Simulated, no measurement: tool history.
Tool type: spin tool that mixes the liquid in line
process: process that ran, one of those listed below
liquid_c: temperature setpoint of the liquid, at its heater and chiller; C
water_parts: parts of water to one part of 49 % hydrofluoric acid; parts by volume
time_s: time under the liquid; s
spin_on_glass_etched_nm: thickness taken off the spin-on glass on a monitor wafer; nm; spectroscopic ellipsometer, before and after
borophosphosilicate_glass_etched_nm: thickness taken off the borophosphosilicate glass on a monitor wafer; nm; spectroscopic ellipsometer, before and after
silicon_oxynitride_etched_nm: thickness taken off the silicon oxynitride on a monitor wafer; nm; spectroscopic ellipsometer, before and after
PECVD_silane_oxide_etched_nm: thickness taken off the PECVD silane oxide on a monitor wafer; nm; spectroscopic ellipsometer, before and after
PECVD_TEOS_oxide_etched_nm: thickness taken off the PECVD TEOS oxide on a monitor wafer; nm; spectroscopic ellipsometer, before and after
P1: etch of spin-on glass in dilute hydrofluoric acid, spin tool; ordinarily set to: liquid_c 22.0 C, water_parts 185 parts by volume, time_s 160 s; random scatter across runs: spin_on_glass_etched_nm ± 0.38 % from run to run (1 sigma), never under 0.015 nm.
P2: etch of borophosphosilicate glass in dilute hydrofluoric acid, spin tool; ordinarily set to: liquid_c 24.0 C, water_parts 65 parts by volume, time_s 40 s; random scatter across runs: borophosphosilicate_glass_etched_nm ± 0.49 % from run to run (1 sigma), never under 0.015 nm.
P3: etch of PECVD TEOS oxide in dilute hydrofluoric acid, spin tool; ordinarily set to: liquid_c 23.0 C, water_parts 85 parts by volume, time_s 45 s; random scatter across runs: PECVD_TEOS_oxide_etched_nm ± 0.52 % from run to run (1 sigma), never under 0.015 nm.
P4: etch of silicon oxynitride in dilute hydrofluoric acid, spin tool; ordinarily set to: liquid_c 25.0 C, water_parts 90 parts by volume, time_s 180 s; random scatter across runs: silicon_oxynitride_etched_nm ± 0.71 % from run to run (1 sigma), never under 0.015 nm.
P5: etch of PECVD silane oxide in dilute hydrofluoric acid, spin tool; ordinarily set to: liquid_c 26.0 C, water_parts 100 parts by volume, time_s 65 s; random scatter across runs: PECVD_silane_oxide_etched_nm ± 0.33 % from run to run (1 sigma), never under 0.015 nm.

run	hour	process	liquid_c	water_parts	time_s	hours since the thermometer was replaced	hours since the hydrofluoric acid flow meter was replaced	spin_on_glass_etched_nm	borophosphosilicate_glass_etched_nm	silicon_oxynitride_etched_nm	PECVD_silane_oxide_etched_nm	PECVD_TEOS_oxide_etched_nm
1	5.8	P1	22.0	185	160	575.8	1363.3	45.3160				
2	9.4	P1	22.0	185	160	579.4	1366.9	45.3980				
3	13.2	P2	24.0	65	40	583.2	1370.7		37.493			
4	20.0	P4	25.0	20	180	590.0	1377.5			14.6900		
5	26.2	P5	26.0	165	65	596.2	1383.7				6.6338	
6	33.0	P3	23.0	85	45	603.0	1390.5					4.6089
7	37.1	P3	23.0	85	75	607.1	1394.6					7.5976
8	42.6	P4	25.0	90	180	612.6	1400.1			3.1284		
9	46.8	P1	22.0	185	160	616.8	1404.3	45.3520				
10	52.3	P3	23.0	50	45	622.3	1409.8					8.0816
11	58.8	P2	31.0	65	40	628.8	1416.3		49.126			
12	62.4	P5	26.0	100	20	632.4	1419.9				3.6363	
13	67.0	P1	22.0	185	160	637.0	1424.5	45.3350				
14	73.8	P1	22.0	185	160	643.8	1431.3	45.6820				
15	79.2	P1	22.0	185	160	649.2	1436.7	45.2680				
16	84.3	P4	25.0	90	310	654.3	1441.8			5.3269		
17	91.6	P2	24.0	90	40	661.6	1449.1		26.358			
18	96.9	P5	26.0	100	65	666.9	1454.4				11.9170	
19	100.9	P1	18.0	185	160	670.9	1458.4	38.9330				
# hour 101.9: hydrofluoric acid flow meter replaced
20	107.7	P1	17.0	185	85	677.7	5.8	19.7170				
21	115.0	P2	24.0	65	70	685.0	13.1		65.956			
22	121.5	P1	22.0	185	160	691.5	19.6	45.6970				
23	127.3	P1	22.0	185	300	697.3	25.4	84.6710				
24	134.6	P1	22.0	185	15	704.6	32.7	4.2700				
25	141.6	P5	18.0	100	65	711.6	39.7				8.5858	
26	149.0	P4	25.0	90	180	719.0	47.1			3.0999		
27	153.9	P1	22.0	270	50	723.9	52.0	8.9234				
28	159.6	P4	20.0	90	180	729.6	57.7			2.4756		
29	164.7	P3	31.0	85	45	734.7	62.8					6.2408
30	170.3	P3	23.0	85	45	740.3	68.4					4.5138
31	175.6	P1	22.0	115	160	745.6	73.7	79.2130				
32	181.0	P1	30.5	185	160	751.0	79.1	61.6520				
33	184.6	P1	22.0	255	160	754.6	82.7	30.6690				
34	192.0	P1	22.0	185	160	762.0	90.1	45.3110				
35	198.8	P1	22.0	185	160	768.8	96.9	44.7140				
36	203.0	P1	22.0	185	160	773.0	101.1	44.3590				
37	209.6	P1	22.0	185	160	779.6	107.7	43.7160				
38	216.2	P1	22.0	185	160	786.2	114.3	43.3440				
39	219.9	P1	22.0	185	160	789.9	118.0	42.9110				
40	225.9	P1	22.0	185	160	795.9	124.0	43.0100				
41	232.7	P1	22.0	185	160	802.7	130.8	42.8740				
42	237.8	P1	22.0	185	160	807.8	135.9	42.7880				
43	244.1	P1	22.0	185	160	814.1	142.2	43.0400				
44	251.5	P1	22.0	185	160	821.5	149.6	42.8030				
45	257.0	P1	22.0	185	160	827.0	155.1	42.6380				

The output of P1 has drifted from where it used to be. Each of the 2 causes below, taken at the size shown beside it, accounts for the log equally well:
A: hydrofluoric acid flow below the setpoint (%) = 4.96
B: liquid colder than its thermometer reads (K) = 1.59
The drift started at roughly hour 192.0.

Which of the check runs below tells the causes apart, meaning the causes would give it clearly different results? Each run uses 3 wafers whose results are averaged, and each result is shown as a question mark.
check 1	262.5	P2	28.5	65	60				?			
check 2	262.5	P3	29.0	85	45							?
check 3	262.5	P4	21.5	20	180					?		
check 4	262.5	P5	21.0	150	65						?	

What each check would give under each cause:
check	result	if A	if B
check 1	borophosphosilicate_glass_etched_nm	63.528	63.086
check 2	PECVD_TEOS_oxide_etched_nm	5.4396	5.4168
check 3	silicon_oxynitride_etched_nm	11.8520	11.4990
check 4	PECVD_silane_oxide_etched_nm	5.7677	5.7449
Per-check spread between the two closest causes, in the result where they differ most: check 1 0.7 %; check 2 0.42 %; check 3 3.03 %; check 4 0.4 %
Only in check 3 would the causes give clearly different results; in the remaining checks their results would be nearly the same.

Then check 3 was run and gave: silicon_oxynitride_etched_nm 11.8490 nm. Which cause is it?

The cause is A: hydrofluoric acid flow below the setpoint (%).
